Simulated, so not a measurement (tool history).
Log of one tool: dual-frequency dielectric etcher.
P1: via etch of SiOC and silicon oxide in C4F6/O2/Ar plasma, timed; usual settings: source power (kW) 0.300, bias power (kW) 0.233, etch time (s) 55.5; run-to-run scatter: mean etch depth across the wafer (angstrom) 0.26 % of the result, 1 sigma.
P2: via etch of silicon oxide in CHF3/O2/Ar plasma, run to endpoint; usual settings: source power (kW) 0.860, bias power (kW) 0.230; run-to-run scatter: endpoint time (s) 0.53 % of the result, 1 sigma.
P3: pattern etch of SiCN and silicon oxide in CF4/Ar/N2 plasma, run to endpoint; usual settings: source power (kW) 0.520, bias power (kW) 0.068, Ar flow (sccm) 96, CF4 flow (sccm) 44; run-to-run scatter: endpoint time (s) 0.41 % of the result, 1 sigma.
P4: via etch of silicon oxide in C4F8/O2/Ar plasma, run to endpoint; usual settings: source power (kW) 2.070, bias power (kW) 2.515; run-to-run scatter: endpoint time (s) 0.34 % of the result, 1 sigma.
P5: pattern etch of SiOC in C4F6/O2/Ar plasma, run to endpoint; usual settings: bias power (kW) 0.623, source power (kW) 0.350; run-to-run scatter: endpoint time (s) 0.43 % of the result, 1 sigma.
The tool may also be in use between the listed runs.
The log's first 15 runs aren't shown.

run	hour	process that ran	source power (kW)	bias power (kW)	etch time (s)	Ar flow (sccm)	CF4 flow (sccm)	mean etch depth across the wafer (angstrom)	endpoint time (s)
16	90.0	P1	0.420	0.233	55.5			701.46	
17	93.8	P1	0.300	0.190	55.5			573.32	
18	100.2	P5	0.350	0.623					16.604
19	106.2	P1	0.300	0.325	55.5			692.15	
20	113.4	P1	0.300	0.233	55.5			619.53	
21	121.1	P1	0.300	0.233	55.5			614.43	
22	126.8	P2	0.860	0.230					291.510
23	132.9	P1	0.300	0.233	40.5			449.78	
24	136.9	P5	0.230	0.623					19.256
25	141.4	P1	0.300	0.233	55.5			616.57	
26	147.6	P1	0.300	0.233	71.5			790.98	
27	152.2	P4	2.070	3.059					202.260
28	158.4	P1	0.300	0.233	55.5			618.57	
29	164.1	P1	0.300	0.300	81.0			980.83	
30	168.5	P1	0.300	0.233	55.5			617.28	
31	172.7	P1	0.300	0.233	55.5			613.19	
32	177.4	P1	0.300	0.233	55.5			610.06	
33	183.9	P1	0.300	0.233	55.5			608.19	

Forecast run 34:
34	191.7	P1	0.300	0.233	55.5			?	

Run 34 gave mean etch depth across the wafer (angstrom) 606.94.
